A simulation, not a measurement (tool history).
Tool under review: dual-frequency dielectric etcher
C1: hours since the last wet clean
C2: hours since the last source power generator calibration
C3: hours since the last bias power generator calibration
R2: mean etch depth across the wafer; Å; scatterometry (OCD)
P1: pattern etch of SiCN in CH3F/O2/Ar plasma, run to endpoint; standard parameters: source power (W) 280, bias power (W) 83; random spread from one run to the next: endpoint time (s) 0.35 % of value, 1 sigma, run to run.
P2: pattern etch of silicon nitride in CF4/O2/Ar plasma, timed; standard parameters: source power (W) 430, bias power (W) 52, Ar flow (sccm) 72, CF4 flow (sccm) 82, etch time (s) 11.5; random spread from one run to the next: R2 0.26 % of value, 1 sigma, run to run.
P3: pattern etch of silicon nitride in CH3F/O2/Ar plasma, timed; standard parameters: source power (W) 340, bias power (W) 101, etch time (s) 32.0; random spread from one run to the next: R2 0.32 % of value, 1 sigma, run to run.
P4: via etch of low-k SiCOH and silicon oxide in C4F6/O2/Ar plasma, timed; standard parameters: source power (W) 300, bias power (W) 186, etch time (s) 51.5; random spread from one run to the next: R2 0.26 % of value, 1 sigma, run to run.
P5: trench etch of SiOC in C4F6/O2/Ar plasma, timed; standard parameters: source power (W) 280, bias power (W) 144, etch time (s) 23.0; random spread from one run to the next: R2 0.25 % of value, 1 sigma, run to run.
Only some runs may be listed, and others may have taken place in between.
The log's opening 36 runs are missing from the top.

Run 37, hour 156.7: process that ran P1, source power (W) 280, bias power (W) 83; C1 479.2; C2 1703.6; C3 579.9. Result: endpoint time (s) 19.666.
Run 38, hour 159.9: process that ran P1, source power (W) 280, bias power (W) 83; C1 482.4; C2 1706.8; C3 583.1. Result: endpoint time (s) 19.578.
Run 39, hour 162.5: process that ran P1, source power (W) 280, bias power (W) 83; C1 485.0; C2 1709.4; C3 585.7. Result: endpoint time (s) 19.625.
Run 40, hour 168.1: process that ran P1, source power (W) 280, bias power (W) 83; C1 490.6; C2 1715.0; C3 591.3. Result: endpoint time (s) 19.460.
Run 41, hour 171.5: process that ran P1, source power (W) 280, bias power (W) 83; C1 494.0; C2 1718.4; C3 594.7. Result: endpoint time (s) 19.438.
Run 42, hour 176.7: process that ran P1, source power (W) 280, bias power (W) 83; C1 499.2; C2 1723.6; C3 599.9. Result: endpoint time (s) 19.480.
Run 43, hour 179.8: process that ran P1, source power (W) 280, bias power (W) 83; C1 502.3; C2 1726.7; C3 603.0. Result: endpoint time (s) 19.415.
At hour 182.3: wet clean of the chamber.
Run 44, hour 184.9: process that ran P1, source power (W) 280, bias power (W) 83; C1 2.7; C2 1731.8; C3 608.1. Result: endpoint time (s) 19.563.
Run 45, hour 188.9: process that ran P1, source power (W) 280, bias power (W) 83; C1 6.7; C2 1735.8; C3 612.1. Result: endpoint time (s) 19.382.

Run 46, settings as shown, results not yet in. Your forecast:
Run 46, hour 193.4: process that ran P1, source power (W) 280, bias power (W) 83; C1 11.2; C2 1740.3; C3 616.6. Result: endpoint time (s) ?.

{"run 46": {"endpoint time (s)": 19.305}}
